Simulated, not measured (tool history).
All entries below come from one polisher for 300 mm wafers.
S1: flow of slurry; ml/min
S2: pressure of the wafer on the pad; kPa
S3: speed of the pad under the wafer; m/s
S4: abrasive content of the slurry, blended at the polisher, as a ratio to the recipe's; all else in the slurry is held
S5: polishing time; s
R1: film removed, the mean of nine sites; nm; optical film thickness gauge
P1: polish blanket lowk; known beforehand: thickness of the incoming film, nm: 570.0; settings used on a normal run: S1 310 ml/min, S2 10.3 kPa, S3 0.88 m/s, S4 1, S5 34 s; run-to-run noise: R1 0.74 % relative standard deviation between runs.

Run 1, hour 9.6: S1 310 ml/min, S2 10.3 kPa, S3 0.88 m/s, S4 1, S5 34 s. Result: R1 8.6325 nm.
Run 2, hour 18.6: S1 310 ml/min, S2 5.5 kPa, S3 0.88 m/s, S4 1, S5 17 s. Result: R1 2.31 nm.
Run 3, hour 30.4: S1 185 ml/min, S2 10.3 kPa, S3 0.88 m/s, S4 1, S5 34 s. Result: R1 8.0942 nm.
Run 4, hour 39.1: S1 310 ml/min, S2 7.6 kPa, S3 0.88 m/s, S4 1, S5 45 s. Result: R1 8.3909 nm.
Run 5, hour 51.3: S1 310 ml/min, S2 7.6 kPa, S3 0.88 m/s, S4 1, S5 34 s. Result: R1 6.231 nm.
Run 6, hour 64.6: S1 310 ml/min, S2 10.3 kPa, S3 0.48 m/s, S4 1, S5 34 s. Result: R1 5.2979 nm.
Run 7, hour 81.2: S1 310 ml/min, S2 10.3 kPa, S3 0.88 m/s, S4 1, S5 50 s. Result: R1 12.638 nm.
Run 8, hour 95.7: S1 310 ml/min, S2 10.3 kPa, S3 0.88 m/s, S4 1, S5 17 s. Result: R1 4.2941 nm.
Run 9, hour 103.7: S1 400 ml/min, S2 10.3 kPa, S3 0.88 m/s, S4 1, S5 34 s. Result: R1 8.7417 nm.
Run 10, hour 112.7: S1 310 ml/min, S2 10.3 kPa, S3 0.88 m/s, S4 1, S5 34 s. Result: R1 8.7256 nm.
Run 11, hour 124.7: S1 310 ml/min, S2 10.3 kPa, S3 0.88 m/s, S4 1, S5 34 s. Result: R1 8.656 nm.
Run 12, hour 134.4: S1 310 ml/min, S2 15.9 kPa, S3 0.88 m/s, S4 1, S5 34 s. Result: R1 13.011 nm.
Run 13, hour 142: S1 310 ml/min, S2 10.3 kPa, S3 0.88 m/s, S4 1, S5 34 s. Result: R1 8.6443 nm.
Run 14, hour 150.3: S1 310 ml/min, S2 10.3 kPa, S3 0.88 m/s, S4 1, S5 34 s. Result: R1 8.6064 nm.
Run 15, hour 162.7: S1 310 ml/min, S2 10.3 kPa, S3 0.88 m/s, S4 0.55, S5 34 s. Result: R1 6.2355 nm.
Run 16, hour 173.3: S1 310 ml/min, S2 10.3 kPa, S3 0.88 m/s, S4 1, S5 34 s. Result: R1 8.6456 nm.
Run 17, hour 187: S1 310 ml/min, S2 10.3 kPa, S3 1.2 m/s, S4 1, S5 34 s. Result: R1 11.056 nm.
Run 18, hour 197.5: S1 310 ml/min, S2 10.3 kPa, S3 0.88 m/s, S4 1.45, S5 34 s. Result: R1 10.183 nm.
Run 19, hour 214.8: S1 310 ml/min, S2 10.3 kPa, S3 0.88 m/s, S4 1, S5 34 s. Result: R1 8.6006 nm.
Run 20, hour 230: S1 310 ml/min, S2 10.3 kPa, S3 0.88 m/s, S4 1, S5 34 s. Result: R1 8.3085 nm.
Run 21, hour 238.7: S1 310 ml/min, S2 10.3 kPa, S3 0.88 m/s, S4 1, S5 34 s. Result: R1 8.2138 nm.
Run 22, hour 249.7: S1 310 ml/min, S2 10.3 kPa, S3 0.88 m/s, S4 1, S5 34 s. Result: R1 8.0757 nm.
Run 23, hour 267: S1 310 ml/min, S2 10.3 kPa, S3 0.88 m/s, S4 1, S5 34 s. Result: R1 8.042 nm.
At hour 274.6: conditioning disc replaced and pad reconditioned.
Run 24, hour 276.2: S1 310 ml/min, S2 10.3 kPa, S3 0.88 m/s, S4 1, S5 34 s. Result: R1 7.9969 nm.
Run 25, hour 293.1: S1 310 ml/min, S2 10.3 kPa, S3 0.88 m/s, S4 1, S5 34 s. Result: R1 7.87 nm.
At hour 295.2: slurry nozzle cleaned.
Run 26, hour 306.2: S1 310 ml/min, S2 10.3 kPa, S3 0.88 m/s, S4 1, S5 34 s. Result: R1 7.8999 nm.
At hour 306.8: worn pad replaced by a new one.
Run 27, hour 323.4: S1 310 ml/min, S2 10.3 kPa, S3 0.88 m/s, S4 1, S5 34 s. Result: R1 7.8754 nm.
Run 28, hour 336.3: S1 310 ml/min, S2 10.3 kPa, S3 0.88 m/s, S4 1, S5 34 s. Result: R1 7.8858 nm.
Run 29, hour 348.9: S1 310 ml/min, S2 10.3 kPa, S3 0.88 m/s, S4 1, S5 34 s. Result: R1 7.8553 nm.

What P1 gives has crept off from where it sat before. The 2 causes that follow fit the log equally well, each at the size noted:
A: head's pressure below its setpoint, % = 8.66
B: abrasive missing from the slurry, % = 17.3
At approximately hour 214.8, the process output began to creep.
Each remaining cause and why it is not a fit:
removal rate lost through wear of the pad, %: serviced at hour 306.8, which brought nothing back
slurry flow missing at the pad, %: serviced at hour 295.2, which brought nothing back
time polished since the conditioner stopped cutting, s: serviced at hour 274.6, which brought nothing back

Of the 4 check runs below, each run on 5 wafers with the results averaged and each result still a question mark, which one would tell the listed causes apart?
Run check 1, hour 361.5: S1 310 ml/min, S2 13.8 kPa, S3 0.88 m/s, S4 1, S5 50 s. Result: R1 ?.
Run check 2, hour 361.5: S1 310 ml/min, S2 10.3 kPa, S3 0.88 m/s, S4 0.55, S5 34 s. Result: R1 ?.
Run check 3, hour 361.5: S1 215 ml/min, S2 10.3 kPa, S3 0.88 m/s, S4 1, S5 20 s. Result: R1 ?.
Run check 4, hour 361.5: S1 185 ml/min, S2 10.3 kPa, S3 0.88 m/s, S4 1, S5 20 s. Result: R1 ?.

Expected result of each check under each candidate cause:
  check  result    if A    if B
check 1      R1  15.411  15.407
check 2      R1  5.7291  5.5703
check 3      R1  4.4507  4.4496
check 4      R1   4.363  4.3619
Separation of the two closest causes in each check, using whichever result separates them best: check 1 0.03 %; check 2 2.81 %; check 3 0.03 %; check 4 0.03 %
Check 2 distinguishes between the causes, while the remaining checks would return nearly the same result for all of them.

Then check 2 was run and gave: R1 5.5785 nm. Which cause is it?

The correct cause is B, namely: abrasive missing from the slurry, %.
